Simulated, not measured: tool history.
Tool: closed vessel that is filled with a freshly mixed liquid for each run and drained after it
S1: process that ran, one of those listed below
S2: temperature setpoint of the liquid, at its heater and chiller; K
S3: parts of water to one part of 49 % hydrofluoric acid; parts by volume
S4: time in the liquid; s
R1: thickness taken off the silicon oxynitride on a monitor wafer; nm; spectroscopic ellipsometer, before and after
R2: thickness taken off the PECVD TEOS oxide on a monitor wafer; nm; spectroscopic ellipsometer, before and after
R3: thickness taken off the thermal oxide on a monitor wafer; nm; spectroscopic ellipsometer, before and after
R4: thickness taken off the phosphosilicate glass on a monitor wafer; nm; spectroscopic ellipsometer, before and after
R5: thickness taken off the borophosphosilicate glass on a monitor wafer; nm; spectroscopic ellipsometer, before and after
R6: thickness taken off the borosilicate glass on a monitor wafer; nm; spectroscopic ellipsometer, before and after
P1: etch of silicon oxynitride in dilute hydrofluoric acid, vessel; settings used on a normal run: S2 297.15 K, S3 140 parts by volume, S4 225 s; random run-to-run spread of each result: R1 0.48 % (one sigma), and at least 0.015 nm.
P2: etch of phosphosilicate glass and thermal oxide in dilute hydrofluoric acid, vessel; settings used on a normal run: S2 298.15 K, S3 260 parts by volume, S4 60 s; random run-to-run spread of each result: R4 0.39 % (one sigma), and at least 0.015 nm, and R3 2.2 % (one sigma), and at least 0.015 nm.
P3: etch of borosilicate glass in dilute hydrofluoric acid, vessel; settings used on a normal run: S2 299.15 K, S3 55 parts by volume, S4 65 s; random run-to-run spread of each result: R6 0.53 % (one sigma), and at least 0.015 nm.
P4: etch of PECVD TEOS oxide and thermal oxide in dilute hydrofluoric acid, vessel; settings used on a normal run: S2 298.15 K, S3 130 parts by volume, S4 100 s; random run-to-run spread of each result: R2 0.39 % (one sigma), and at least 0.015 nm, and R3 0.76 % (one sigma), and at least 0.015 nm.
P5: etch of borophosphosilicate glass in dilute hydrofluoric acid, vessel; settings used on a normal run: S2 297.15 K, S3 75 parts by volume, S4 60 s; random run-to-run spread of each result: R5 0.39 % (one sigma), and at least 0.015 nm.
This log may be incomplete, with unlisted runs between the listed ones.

Run 1, day 0.238: S1 P1, S2 297.15 K, S3 140 parts by volume, S4 225 s. Result: R1 4.4137 nm.
Run 2, day 0.442: S1 P4, S2 298.15 K, S3 130 parts by volume, S4 100 s. Result: R2 11.8010 nm, R3 3.57830 nm.
Run 3, day 0.675: S1 P2, S2 298.15 K, S3 380 parts by volume, S4 60 s. Result: R3 0.61925 nm, R4 19.248 nm.
Run 4, day 1.029: S1 P2, S2 298.15 K, S3 260 parts by volume, S4 60 s. Result: R3 1.01360 nm, R4 31.660 nm.
Run 5, day 1.329: S1 P1, S2 297.15 K, S3 140 parts by volume, S4 225 s. Result: R1 4.4265 nm.
Run 6, day 1.525: S1 P1, S2 297.15 K, S3 195 parts by volume, S4 225 s. Result: R1 3.0465 nm.
Run 7, day 1.896: S1 P2, S2 303.65 K, S3 260 parts by volume, S4 60 s. Result: R3 1.18920 nm, R4 38.102 nm.
Run 8, day 2.175: S1 P5, S2 302.65 K, S3 75 parts by volume, S4 60 s. Result: R5 30.458 nm.
Run 9, day 2.350: S1 P1, S2 303.65 K, S3 140 parts by volume, S4 225 s. Result: R1 5.9382 nm.
Run 10, day 2.588: S1 P3, S2 299.15 K, S3 20 parts by volume, S4 65 s. Result: R6 75.694 nm.
Run 11, day 2.762: S1 P1, S2 297.15 K, S3 140 parts by volume, S4 225 s. Result: R1 4.4439 nm.
Run 12, day 2.988: S1 P5, S2 297.15 K, S3 75 parts by volume, S4 30 s. Result: R5 12.358 nm.
Run 13, day 3.279: S1 P1, S2 297.15 K, S3 140 parts by volume, S4 225 s. Result: R1 4.4624 nm.
Run 14, day 3.650: S1 P1, S2 297.15 K, S3 140 parts by volume, S4 105 s. Result: R1 2.0808 nm.
Run 15, day 3.921: S1 P1, S2 297.15 K, S3 140 parts by volume, S4 225 s. Result: R1 4.4236 nm.
Run 16, day 4.129: S1 P4, S2 293.15 K, S3 130 parts by volume, S4 100 s. Result: R2 9.7244 nm, R3 2.92800 nm.
Run 17, day 4.338: S1 P2, S2 298.15 K, S3 260 parts by volume, S4 60 s. Result: R3 1.01120 nm, R4 31.743 nm.
Run 18, day 4.512: S1 P1, S2 297.15 K, S3 45 parts by volume, S4 225 s. Result: R1 14.8560 nm.
Run 19, day 4.688: S1 P1, S2 290.15 K, S3 140 parts by volume, S4 225 s. Result: R1 3.1661 nm.
Run 20, day 4.925: S1 P1, S2 297.15 K, S3 140 parts by volume, S4 225 s. Result: R1 4.4692 nm.
Run 21, day 5.275: S1 P1, S2 297.15 K, S3 140 parts by volume, S4 395 s. Result: R1 7.8541 nm.
Run 22, day 5.450: S1 P1, S2 297.15 K, S3 140 parts by volume, S4 225 s. Result: R1 4.4574 nm.
Run 23, day 5.712: S1 P4, S2 298.15 K, S3 25 parts by volume, S4 100 s. Result: R2 70.7580 nm, R3 21.43600 nm.
Run 24, day 6.058: S1 P1, S2 293.65 K, S3 140 parts by volume, S4 95 s. Result: R1 1.6079 nm.
Run 25, day 6.275: S1 P2, S2 298.15 K, S3 260 parts by volume, S4 30 s. Result: R3 0.47720 nm, R4 15.791 nm.
Run 26, day 6.638: S1 P3, S2 299.15 K, S3 55 parts by volume, S4 65 s. Result: R6 26.212 nm.
Run 27, day 6.971: S1 P5, S2 297.15 K, S3 20 parts by volume, S4 60 s. Result: R5 99.926 nm.

For run 28, what comes out?
Run 28, day 7.154: S1 P5, S2 297.15 K, S3 75 parts by volume, S4 60 s. Result: R5 ?.

Run 28 produced R5 24.742 nm.

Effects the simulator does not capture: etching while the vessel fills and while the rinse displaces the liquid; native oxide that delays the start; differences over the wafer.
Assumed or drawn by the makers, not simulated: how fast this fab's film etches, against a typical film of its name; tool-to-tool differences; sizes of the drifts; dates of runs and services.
